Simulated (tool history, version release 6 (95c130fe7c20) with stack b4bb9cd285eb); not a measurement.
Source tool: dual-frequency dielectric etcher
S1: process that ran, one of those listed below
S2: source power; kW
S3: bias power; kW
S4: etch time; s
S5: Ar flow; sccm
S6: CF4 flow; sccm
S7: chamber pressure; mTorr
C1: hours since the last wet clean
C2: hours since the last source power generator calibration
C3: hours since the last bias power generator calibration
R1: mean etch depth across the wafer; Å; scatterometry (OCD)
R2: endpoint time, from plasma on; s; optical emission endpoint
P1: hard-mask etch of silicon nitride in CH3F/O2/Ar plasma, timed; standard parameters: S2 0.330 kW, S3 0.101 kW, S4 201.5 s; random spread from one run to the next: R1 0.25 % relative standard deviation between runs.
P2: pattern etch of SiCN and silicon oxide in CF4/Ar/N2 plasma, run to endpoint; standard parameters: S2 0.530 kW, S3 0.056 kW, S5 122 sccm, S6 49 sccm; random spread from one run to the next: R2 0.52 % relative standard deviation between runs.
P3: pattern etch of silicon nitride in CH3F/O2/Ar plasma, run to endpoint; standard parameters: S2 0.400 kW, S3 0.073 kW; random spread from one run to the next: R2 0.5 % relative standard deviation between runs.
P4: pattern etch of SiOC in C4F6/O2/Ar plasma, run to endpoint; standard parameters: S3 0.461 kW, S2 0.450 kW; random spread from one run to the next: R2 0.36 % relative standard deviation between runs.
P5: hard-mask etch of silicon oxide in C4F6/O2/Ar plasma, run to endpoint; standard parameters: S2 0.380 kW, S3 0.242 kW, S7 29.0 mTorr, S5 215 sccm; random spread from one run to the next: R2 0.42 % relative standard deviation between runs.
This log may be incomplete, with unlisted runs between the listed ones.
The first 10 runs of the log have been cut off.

Run 11, hour 63.8: S1 P1, S2 0.330 kW, S3 0.137 kW, S4 201.5 s; C1 199.9; C2 2284.7; C3 1047.3. Result: R1 1691.10 Å.
Run 12, hour 69.6: S1 P1, S2 0.330 kW, S3 0.119 kW, S4 280.5 s; C1 205.7; C2 2290.5; C3 1053.1. Result: R1 2226.00 Å.
Run 13, hour 77.0: S1 P2, S2 0.630 kW, S3 0.056 kW, S5 122 sccm, S6 49 sccm; C1 213.1; C2 2297.9; C3 1060.5. Result: R2 15.980 s.
Run 14, hour 80.6: S1 P4, S2 0.450 kW, S3 0.461 kW; C1 216.7; C2 2301.5; C3 1064.1. Result: R2 13.998 s.
Run 15, hour 87.7: S1 P1, S2 0.330 kW, S3 0.101 kW, S4 201.5 s; C1 223.8; C2 2308.6; C3 1071.2. Result: R1 1502.30 Å.
Run 16, hour 93.3: S1 P1, S2 0.450 kW, S3 0.101 kW, S4 201.5 s; C1 229.4; C2 2314.2; C3 1076.8. Result: R1 1685.40 Å.
Run 17, hour 97.7: S1 P1, S2 0.410 kW, S3 0.130 kW, S4 201.5 s; C1 233.8; C2 2318.6; C3 1081.2. Result: R1 1789.30 Å.
Run 18, hour 105.7: S1 P5, S2 0.380 kW, S3 0.331 kW, S5 215 sccm, S7 29.0 mTorr; C1 241.8; C2 2326.6; C3 1089.2. Result: R2 74.891 s.
Run 19, hour 109.4: S1 P5, S2 0.510 kW, S3 0.242 kW, S5 215 sccm, S7 29.0 mTorr; C1 245.5; C2 2330.3; C3 1092.9. Result: R2 75.338 s.
At hour 109.6: wet clean of the chamber.
Run 20, hour 117.4: S1 P2, S2 0.530 kW, S3 0.056 kW, S5 84 sccm, S6 49 sccm; C1 7.9; C2 2338.3; C3 1100.9. Result: R2 17.690 s.
Run 21, hour 125.1: S1 P1, S2 0.220 kW, S3 0.101 kW, S4 201.5 s; C1 15.6; C2 2346.0; C3 1108.6. Result: R1 1296.50 Å.
Run 22, hour 128.8: S1 P4, S2 0.450 kW, S3 0.642 kW; C1 19.3; C2 2349.7; C3 1112.3. Result: R2 12.474 s.
Run 23, hour 135.3: S1 P1, S2 0.330 kW, S3 0.101 kW, S4 201.5 s; C1 25.8; C2 2356.2; C3 1118.8. Result: R1 1505.00 Å.
Run 24, hour 143.7: S1 P4, S2 0.580 kW, S3 0.461 kW; C1 34.2; C2 2364.6; C3 1127.2. Result: R2 12.760 s.
Run 25, hour 148.8: S1 P1, S2 0.330 kW, S3 0.070 kW, S4 201.5 s; C1 39.3; C2 2369.7; C3 1132.3. Result: R1 1315.80 Å.
Run 26, hour 156.0: S1 P1, S2 0.330 kW, S3 0.101 kW, S4 121.5 s; C1 46.5; C2 2376.9; C3 1139.5. Result: R1 907.56 Å.
Run 27, hour 160.1: S1 P1, S2 0.330 kW, S3 0.101 kW, S4 201.5 s; C1 50.6; C2 2381.0; C3 1143.6. Result: R1 1494.70 Å.
Run 28, hour 165.1: S1 P3, S2 0.400 kW, S3 0.049 kW; C1 55.6; C2 2386.0; C3 1148.6. Result: R2 96.766 s.

Run 29 is up next; what results do you expect?
Run 29, hour 169.0: S1 P2, S2 0.530 kW, S3 0.038 kW, S5 122 sccm, S6 49 sccm; C1 59.5; C2 2389.9; C3 1152.5. Result: R2 ?.

R2: 21.178 s

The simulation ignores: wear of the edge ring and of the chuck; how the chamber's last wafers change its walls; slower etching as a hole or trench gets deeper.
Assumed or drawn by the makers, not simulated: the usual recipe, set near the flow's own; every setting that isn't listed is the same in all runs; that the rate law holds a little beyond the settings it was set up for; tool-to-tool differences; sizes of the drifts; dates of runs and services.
